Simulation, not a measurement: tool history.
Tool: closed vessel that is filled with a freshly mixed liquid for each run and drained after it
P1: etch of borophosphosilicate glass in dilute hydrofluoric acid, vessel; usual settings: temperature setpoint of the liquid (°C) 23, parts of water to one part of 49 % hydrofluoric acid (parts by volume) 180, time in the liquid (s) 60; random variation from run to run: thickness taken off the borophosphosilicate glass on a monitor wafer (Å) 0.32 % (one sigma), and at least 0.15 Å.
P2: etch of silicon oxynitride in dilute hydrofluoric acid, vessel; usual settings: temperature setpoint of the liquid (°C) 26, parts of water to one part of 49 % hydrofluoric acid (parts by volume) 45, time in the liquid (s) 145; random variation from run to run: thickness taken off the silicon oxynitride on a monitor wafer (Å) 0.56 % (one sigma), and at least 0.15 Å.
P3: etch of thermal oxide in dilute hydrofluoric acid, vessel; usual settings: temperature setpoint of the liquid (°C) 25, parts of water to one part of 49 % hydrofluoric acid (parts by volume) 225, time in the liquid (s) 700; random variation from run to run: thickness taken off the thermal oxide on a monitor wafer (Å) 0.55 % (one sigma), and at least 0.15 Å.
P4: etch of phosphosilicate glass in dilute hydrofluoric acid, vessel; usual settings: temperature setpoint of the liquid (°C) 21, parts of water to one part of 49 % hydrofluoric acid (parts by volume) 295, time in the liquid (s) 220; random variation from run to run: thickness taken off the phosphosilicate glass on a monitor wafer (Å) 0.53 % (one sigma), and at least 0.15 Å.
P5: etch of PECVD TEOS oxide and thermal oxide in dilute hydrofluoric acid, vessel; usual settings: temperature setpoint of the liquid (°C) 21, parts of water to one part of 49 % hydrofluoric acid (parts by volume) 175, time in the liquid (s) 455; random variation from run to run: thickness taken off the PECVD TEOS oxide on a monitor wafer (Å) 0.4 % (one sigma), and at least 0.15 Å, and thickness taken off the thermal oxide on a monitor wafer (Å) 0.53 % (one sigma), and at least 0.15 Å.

run    day  process that ran  temperature setpoint of the liquid (°C)  parts of water to one part of 49 % hydrofluoric acid (parts by volume)  time in the liquid (s)  thickness taken off the borophosphosilicate glass on a monitor wafer (Å)  thickness taken off the PECVD TEOS oxide on a monitor wafer (Å)  thickness taken off the thermal oxide on a monitor wafer (Å)  thickness taken off the silicon oxynitride on a monitor wafer (Å)  thickness taken off the phosphosilicate glass on a monitor wafer (Å)
  1  0.112                P1                                       23                                                                     180                      60                                                                    180.05
  2  0.246                P1                                       17                                                                     180                      60                                                                    142.37
  3  0.425                P1                                       23                                                                     180                      60                                                                    179.89
  4  0.562                P1                                       23                                                                     180                      90                                                                     269.5
  5  0.688                P1                                       23                                                                     180                      60                                                                    179.51
  6  0.808                P1                                       17                                                                     180                     105                                                                    248.92
  7  0.996                P5                                       21                                                                     175                     455                                                                                                                                     181.83                                                        99.529
  8  1.142                P3                                       25                                                                     225                     700                                                                                                                                                                                                   137.72
  9  1.308                P1                                       23                                                                     180                      30                                                                     90.31
 10  1.479                P1                                       23                                                                      40                      60                                                                    952.91
 11  1.658                P1                                       23                                                                     180                      60                                                                    179.69
 12  1.804                P3                                       25                                                                     225                     700                                                                                                                                                                                                   138.26
 13  1.921                P2                                       26                                                                      45                      70                                                                                                                                                                                                                                                                      84.278
 14  2.012                P1                                       23                                                                     180                      60                                                                    179.79
 15  2.146                P1                                       23                                                                     260                      60                                                                    114.78
 16  2.342                P4                                       21                                                                     480                     220                                                                                                                                                                                                                                                                                                                                            221.62
 17  2.462                P2                                       26                                                                      20                     145                                                                                                                                                                                                                                                                      401.08
 18  2.633                P4                                       17                                                                     295                     220                                                                                                                                                                                                                                                                                                                                            366.61
 19  2.767                P4                                       21                                                                     295                     220                                                                                                                                                                                                                                                                                                                                            423.44
 20  2.967                P1                                       28                                                                     180                      60                                                                    217.03
 21  3.129                P1                                       23                                                                     180                      60                                                                    179.67
 22  3.242                P5                                       21                                                                     175                     455                                                                                                                                     181.09                                                        99.037
 23  3.367                P2                                       26                                                                      45                     145                                                                                                                                                                                                                                                                      175.75
 24  3.538                P5                                     28.5                                                                     175                     455                                                                                                                                     239.89                                                        131.09
 25  3.704                P4                                       21                                                                     295                      30                                                                                                                                                                                                                                                                                                                                            57.775
 26  3.867                P5                                       21                                                                     175                     855                                                                                                                                     342.72                                                        186.46
 27  4.008                P4                                       21                                                                     295                     220                                                                                                                                                                                                                                                                                                                                            424.58
 28  4.125                P3                                     32.5                                                                     225                     700                                                                                                                                                                                                   177.63
 29  4.321                P1                                     29.5                                                                     180                      30                                                                    114.44
 30  4.471                P3                                       25                                                                      45                     700                                                                                                                                                                                                   852.03
 31  4.638                P3                                       25                                                                     225                    1310                                                                                                                                                                                                   256.49
 32  4.779                P2                                       34                                                                      45                     145                                                                                                                                                                                                                                                                      254.85
 33  4.933                P5                                       21                                                                      55                     455                                                                                                                                     659.95                                                        359.48
 34  5.088                P1                                       23                                                                     180                      60                                                                    179.82
 35  5.204                P1                                       23                                                                     180                      60                                                                    177.68
 36  5.312                P1                                       23                                                                     180                      60                                                                    173.18
 37  5.492                P1                                       23                                                                     180                      60                                                                    170.33
 38  5.692                P1                                       23                                                                     180                      60                                                                     168.4
 39  5.833                P1                                       23                                                                     180                      60                                                                    168.51
 40  5.975                P1                                       23                                                                     180                      60                                                                    168.49
 41  6.162                P1                                       23                                                                     180                      60                                                                    166.36
 42  6.338                P1                                       23                                                                     180                      60                                                                     165.9
 43  6.458                P1                                       23                                                                     180                      60                                                                    166.17
 44  6.633                P1                                       23                                                                     180                      60                                                                    165.93
 45  6.775                P1                                       23                                                                     180                      60                                                                    165.54

What P1 gives has crept away from where it was. These 2 causes fit the log equally well, each at the size given:
A: liquid colder than its thermometer reads (K) = 2.13
B: hydrofluoric acid flow below the setpoint (%) = 6.57
The creep began at about day 5.088.

4 check runs are offered, each on 2 wafers whose results are averaged, their results left as question marks. Which one tells the causes apart?
check 1  6.917                P3                                       25                                                                     225                     700                                                                                                                                                                                                        ?
check 2  6.917                P5                                       21                                                                     175                     455                                                                                                                                          ?                                                             ?
check 3  6.917                P2                                       26                                                                      45                     145                                                                                                                                                                                                                                                                           ?
check 4  6.917                P4                                       21                                                                     295                     220                                                                                                                                                                                                                                                                                                                                                 ?

What each check would give under each cause:
  check                                                                result    if A    if B
check 1          thickness taken off the thermal oxide on a monitor wafer (Å)  127.03  126.12
check 2       thickness taken off the PECVD TEOS oxide on a monitor wafer (Å)  167.07  167.56
check 2          thickness taken off the thermal oxide on a monitor wafer (Å)  91.123  91.391
check 3     thickness taken off the silicon oxynitride on a monitor wafer (Å)  158.09  163.38
check 4  thickness taken off the phosphosilicate glass on a monitor wafer (Å)  391.35  387.94
How far apart the two closest causes lie, in the result that separates them most: check 1 0.72 %; check 2 0.29 %; check 3 3.29 %; check 4 0.87 %
Check 3 tells the causes apart: in the others they would give nearly the same result.

Check 3 was then run and gave: thickness taken off the silicon oxynitride on a monitor wafer (Å) 157.34. Which cause is it?

It is A: liquid colder than its thermometer reads (K).
